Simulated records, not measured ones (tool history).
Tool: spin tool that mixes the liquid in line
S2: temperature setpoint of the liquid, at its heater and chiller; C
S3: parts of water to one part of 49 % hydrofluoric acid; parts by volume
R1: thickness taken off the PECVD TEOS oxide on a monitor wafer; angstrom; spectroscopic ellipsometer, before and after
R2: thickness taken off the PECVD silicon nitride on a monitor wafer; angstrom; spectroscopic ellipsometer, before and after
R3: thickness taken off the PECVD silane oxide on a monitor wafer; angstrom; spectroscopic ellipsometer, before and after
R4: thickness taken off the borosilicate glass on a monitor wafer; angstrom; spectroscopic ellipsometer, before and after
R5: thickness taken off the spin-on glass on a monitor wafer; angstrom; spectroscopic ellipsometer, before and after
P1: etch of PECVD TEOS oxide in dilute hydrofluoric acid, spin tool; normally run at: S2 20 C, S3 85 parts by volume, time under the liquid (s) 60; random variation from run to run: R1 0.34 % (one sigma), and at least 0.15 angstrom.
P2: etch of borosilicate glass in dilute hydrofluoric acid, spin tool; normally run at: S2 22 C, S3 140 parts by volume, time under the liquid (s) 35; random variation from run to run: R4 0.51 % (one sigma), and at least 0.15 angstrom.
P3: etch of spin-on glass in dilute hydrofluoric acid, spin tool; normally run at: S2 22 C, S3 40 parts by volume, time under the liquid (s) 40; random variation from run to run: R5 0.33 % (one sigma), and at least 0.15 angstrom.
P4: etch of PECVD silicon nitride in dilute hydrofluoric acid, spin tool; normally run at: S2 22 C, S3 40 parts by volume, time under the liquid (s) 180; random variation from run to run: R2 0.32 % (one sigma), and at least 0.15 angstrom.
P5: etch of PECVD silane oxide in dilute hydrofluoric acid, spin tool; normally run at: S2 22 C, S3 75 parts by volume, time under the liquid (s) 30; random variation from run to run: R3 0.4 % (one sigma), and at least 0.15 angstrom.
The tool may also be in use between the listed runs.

run 1 hour=6.2 | process_that_ran=P1 S2=20 S3=85 time_under_the_liquid_(s)=60 | R1=168.74
run 2 hour=13.5 | process_that_ran=P4 S2=22 S3=40 time_under_the_liquid_(s)=180 | R2=214.33
run 3 hour=17.4 | process_that_ran=P1 S2=20 S3=85 time_under_the_liquid_(s)=60 | R1=167.78
run 4 hour=22 | process_that_ran=P1 S2=20 S3=85 time_under_the_liquid_(s)=60 | R1=168.82
run 5 hour=26.7 | process_that_ran=P1 S2=20 S3=85 time_under_the_liquid_(s)=115 | R1=321.13
run 6 hour=34 | process_that_ran=P1 S2=20 S3=125 time_under_the_liquid_(s)=60 | R1=110.45
run 7 hour=37.5 | process_that_ran=P1 S2=20 S3=85 time_under_the_liquid_(s)=60 | R1=168.63
run 8 hour=41 | process_that_ran=P4 S2=22 S3=40 time_under_the_liquid_(s)=350 | R2=416.07
run 9 hour=46.5 | process_that_ran=P5 S2=22 S3=75 time_under_the_liquid_(s)=60 | R3=286.45
run 10 hour=49.7 | process_that_ran=P1 S2=20 S3=45 time_under_the_liquid_(s)=60 | R1=334.86
run 11 hour=55.3 | process_that_ran=P5 S2=22 S3=75 time_under_the_liquid_(s)=30 | R3=143.62
run 12 hour=60.6 | process_that_ran=P2 S2=28 S3=140 time_under_the_liquid_(s)=35 | R4=87.908
-- hour=65 hydrofluoric acid flow meter replaced
run 13 hour=66.3 | process_that_ran=P5 S2=22 S3=20 time_under_the_liquid_(s)=30 | R3=581.14
run 14 hour=73.5 | process_that_ran=P1 S2=25 S3=85 time_under_the_liquid_(s)=60 | R1=206.04
run 15 hour=76.8 | process_that_ran=P4 S2=22 S3=70 time_under_the_liquid_(s)=180 | R2=124.12
run 16 hour=81.8 | process_that_ran=P3 S2=22 S3=40 time_under_the_liquid_(s)=60 | R5=564.71
run 17 hour=86.9 | process_that_ran=P2 S2=22 S3=140 time_under_the_liquid_(s)=35 | R4=69.833
run 18 hour=93.7 | process_that_ran=P2 S2=22 S3=140 time_under_the_liquid_(s)=35 | R4=69.791
run 19 hour=100.7 | process_that_ran=P1 S2=20 S3=85 time_under_the_liquid_(s)=30 | R1=84.857
run 20 hour=107.3 | process_that_ran=P4 S2=17 S3=40 time_under_the_liquid_(s)=180 | R2=151
run 21 hour=113.3 | process_that_ran=P3 S2=22 S3=40 time_under_the_liquid_(s)=40 | R5=373.43
run 22 hour=120 | process_that_ran=P1 S2=17 S3=85 time_under_the_liquid_(s)=60 | R1=147.91
run 23 hour=127.1 | process_that_ran=P3 S2=22 S3=65 time_under_the_liquid_(s)=40 | R5=222.69
run 24 hour=131 | process_that_ran=P2 S2=22 S3=140 time_under_the_liquid_(s)=50 | R4=101.17

The next listed run, before its measurement:
run 25 hour=134.7 | process_that_ran=P3 S2=29.5 S3=40 time_under_the_liquid_(s)=40 | R5=?

Run 25 gave R5 510.38 angstrom.

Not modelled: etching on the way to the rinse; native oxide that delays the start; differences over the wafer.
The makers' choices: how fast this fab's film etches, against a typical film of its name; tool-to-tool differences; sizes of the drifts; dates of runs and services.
